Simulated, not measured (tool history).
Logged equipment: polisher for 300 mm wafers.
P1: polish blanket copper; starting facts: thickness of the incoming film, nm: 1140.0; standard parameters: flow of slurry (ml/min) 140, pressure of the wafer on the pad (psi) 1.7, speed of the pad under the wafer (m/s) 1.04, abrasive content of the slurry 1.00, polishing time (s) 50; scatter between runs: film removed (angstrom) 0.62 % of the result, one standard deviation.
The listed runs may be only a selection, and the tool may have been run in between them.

run	day	flow of slurry (ml/min)	pressure of the wafer on the pad (psi)	speed of the pad under the wafer (m/s)	abrasive content of the slurry	polishing time (s)	wafers polished on this pad	hours since the slurry nozzle was cleaned	hours since the head pressure was calibrated	hours since the slurry blender was calibrated	film removed (angstrom)
1	0.675	140	1.7	1.04	1.00	50	498	425.9	333.2	102.2	939.96
2	1.046	140	1.7	1.04	1.00	50	588	434.8	342.1	111.1	940.00
3	1.721	200	1.7	1.04	1.00	50	752	451.0	358.3	127.3	989.58
4	2.021	140	1.7	1.04	1.00	50	825	458.2	365.5	134.5	947.39
5	2.333	140	1.7	0.76	1.00	34	900	465.7	373.0	142.0	466.11
6	2.783	140	1.7	1.04	1.00	37	1010	476.5	383.8	152.8	695.20
7	3.154	140	2.7	1.04	1.00	50	1100	485.4	392.7	161.7	1501.00
8	3.796	140	1.7	1.04	0.55	50	1255	500.8	408.1	177.1	840.74
9	4.129	140	1.7	1.04	1.35	50	1336	508.8	416.1	185.1	995.31
10	4.771	140	1.7	0.56	1.00	50	1492	524.2	431.5	200.5	509.83
11	5.421	140	1.7	1.04	1.00	50	1649	539.8	447.1	216.1	935.35
12	5.754	140	1.7	1.04	1.00	50	1730	547.8	455.1	224.1	934.83
13	6.288	140	2.1	1.04	1.00	65	1860	560.6	467.9	236.9	1503.20
14	6.908	140	1.7	1.56	1.00	50	2010	575.5	482.8	251.8	1409.40
15	7.333	100	2.4	1.04	1.00	50	2113	585.7	493.0	262.0	1229.00
16	7.629	85	1.7	1.04	1.00	50	2185	592.8	500.1	269.1	831.89
17	8.279	140	1.7	1.04	1.00	50	2343	608.4	515.7	284.7	941.03
18	8.662	140	1.7	1.04	1.00	74	2436	617.6	524.9	293.9	1397.70
19	9.021	140	0.9	1.04	1.00	50	2522	626.2	533.5	302.5	500.62
20	9.621	140	1.7	1.04	1.00	50	2668	640.6	547.9	316.9	941.96
21	10.192	140	1.7	1.04	1.00	50	2806	654.3	561.6	330.6	926.26
22	10.688	140	1.7	1.04	1.00	50	2927	666.2	573.5	342.5	898.02
23	11.346	140	1.7	1.04	1.00	50	3086	682.0	589.3	358.3	879.14
24	11.938	140	1.7	1.04	1.00	50	3230	696.2	603.5	372.5	872.83
# day 12.462: worn pad replaced by a new one
25	12.488	140	1.7	1.04	1.00	50	6	709.4	616.7	385.7	866.55
# day 12.492: head pressure recalibrated
26	13.142	140	1.7	1.04	1.00	50	165	725.1	15.7	401.4	873.46
27	13.450	140	1.7	1.04	1.00	50	240	732.5	23.1	408.8	879.17
28	13.946	140	1.7	1.04	1.00	50	360	744.4	35.0	420.7	875.43

The output of P1 has drifted from where it used to be. Each of the 2 causes below, taken at the size shown beside it, accounts for the log equally well:
A: slurry flow missing at the pad, % = 30.4
B: abrasive missing from the slurry, % = 31.5
At approximately day 9.621, the process output began to creep.
The rest of the possible causes, and what rules out each one:
removal rate lost through wear of the pad, %: serviced at day 12.462, after the change had begun; the process did not return to its earlier output
head's pressure below its setpoint, %: serviced at day 12.492, after the change had begun; the process did not return to its earlier output

Which of the 4 check runs listed below, each an average over 3 wafers with its results shown as question marks, gives clearly different results under the different listed causes?
check 1	14.442	140	1.7	1.56	0.55	50					?
check 2	14.442	140	2.5	1.46	1.00	50					?
check 3	14.442	200	1.7	1.04	1.35	50					?
check 4	14.442	140	1.7	1.50	1.00	70					?

Expected result of each check under each candidate cause:
check	result	if A	if B
check 1	film removed (angstrom)	1153.10	1160.20
check 2	film removed (angstrom)	1795.60	1795.80
check 3	film removed (angstrom)	1004.20	979.47
check 4	film removed (angstrom)	1756.30	1756.40
Smallest distance between any two causes, each pair judged by its most separating result, in per cent: check 1 0.61 %; check 2 0.01 %; check 3 2.49 %; check 4 0.01 %
The causes can be told apart only by check 3. The other checks would give nearly the same results under each of them.

Check 3 has now been run. It gave: film removed (angstrom) 1010.60. Which of the candidate causes is it?

A is the cause: slurry flow missing at the pad, %.

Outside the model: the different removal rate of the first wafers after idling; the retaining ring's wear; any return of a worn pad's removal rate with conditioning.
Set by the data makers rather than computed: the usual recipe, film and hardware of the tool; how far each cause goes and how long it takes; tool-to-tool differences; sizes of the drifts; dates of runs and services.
